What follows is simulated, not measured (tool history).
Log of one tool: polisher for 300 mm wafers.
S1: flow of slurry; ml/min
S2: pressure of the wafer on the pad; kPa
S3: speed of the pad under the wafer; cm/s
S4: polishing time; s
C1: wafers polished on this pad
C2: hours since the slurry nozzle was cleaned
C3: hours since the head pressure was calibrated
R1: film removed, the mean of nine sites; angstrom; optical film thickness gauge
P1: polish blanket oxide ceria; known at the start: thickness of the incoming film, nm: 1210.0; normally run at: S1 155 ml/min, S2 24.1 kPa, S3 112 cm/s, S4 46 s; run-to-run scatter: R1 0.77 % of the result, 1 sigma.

run	hour	S1	S2	S3	S4	C1	C2	C3	R1
1	6.3	155	24.1	112	46	207	200.5	358.6	2386.4
2	18.9	155	24.1	112	46	331	213.1	371.2	2398.0
3	25.2	155	24.1	112	46	393	219.4	377.5	2396.5
4	33.3	155	24.1	58	46	472	227.5	385.6	1245.9
5	44.8	155	24.1	112	67	585	239.0	397.1	3518.8
6	52.8	155	37.2	112	46	663	247.0	405.1	3738.2
7	60.3	95	24.1	112	46	737	254.5	412.6	2185.5
8	71.4	155	24.1	112	46	846	265.6	423.7	2409.7
9	78.2	155	24.1	112	46	912	272.4	430.5	2418.9
# hour 84.7: slurry nozzle cleaned
10	88.1	240	24.1	112	65	1010	3.4	440.4	3618.9
11	99.8	215	24.1	112	46	1124	15.1	452.1	2533.7
12	106.5	155	24.1	112	30	1190	21.8	458.8	1570.9
13	118.8	155	11.0	112	46	1311	34.1	471.1	1115.3
14	128.1	155	24.1	176	46	1402	43.4	480.4	3825.8
15	140.1	210	24.1	112	23	1520	55.4	492.4	1246.4
16	147.1	155	24.1	174	68	1588	62.4	499.4	5546.7
17	153.3	155	24.1	112	46	1649	68.6	505.6	2438.6
18	165.5	155	24.1	112	46	1769	80.8	517.8	2323.2
19	174.7	155	24.1	112	46	1859	90.0	527.0	2284.2
20	185.4	155	24.1	112	46	1964	100.7	537.7	2250.7
21	194.7	155	24.1	112	46	2055	110.0	547.0	2245.8
# hour 200.9: worn pad replaced by a new one
22	205.7	155	24.1	112	46	47	121.0	558.0	2224.1
23	211.4	155	24.1	112	46	103	126.7	563.7	2216.0
24	223.3	155	24.1	112	46	220	138.6	575.6	2224.1
25	234.7	155	24.1	112	46	332	150.0	587.0	2193.6

What P1 gives has crept away from where it was. These 2 causes fit the log equally well, each at the size given:
A: head's pressure below its setpoint, % = 7.84
B: slurry flow missing at the pad, % = 33.4
The creep began at about hour 153.3.
Why every other cause is out:
removal rate lost through wear of the pad, %: serviced at hour 200.9, which brought nothing back

4 check runs are offered, each on 3 wafers whose results are averaged, their results left as question marks. Which one tells the causes apart?
check 1	246.1	105	24.1	74	46				?
check 2	246.1	155	17.2	112	46				?
check 3	246.1	155	36.5	62	46				?
check 4	246.1	155	19.3	112	46				?

What each check would give under each cause:
check	result	if A	if B
check 1	R1	1357.8	1312.7
check 2	R1	1586.5	1586.3
check 3	R1	1861.9	1861.6
check 4	R1	1776.9	1776.6
How far apart the two closest causes lie, in the result that separates them most: check 1 3.38 %; check 2 0.01 %; check 3 0.01 %; check 4 0.01 %
Only check 1 tells the causes apart: in the others they would give nearly the same result.

Check 1 was then run and gave: R1 1351.9 angstrom. Which cause is it?

It is A: head's pressure below its setpoint, %.

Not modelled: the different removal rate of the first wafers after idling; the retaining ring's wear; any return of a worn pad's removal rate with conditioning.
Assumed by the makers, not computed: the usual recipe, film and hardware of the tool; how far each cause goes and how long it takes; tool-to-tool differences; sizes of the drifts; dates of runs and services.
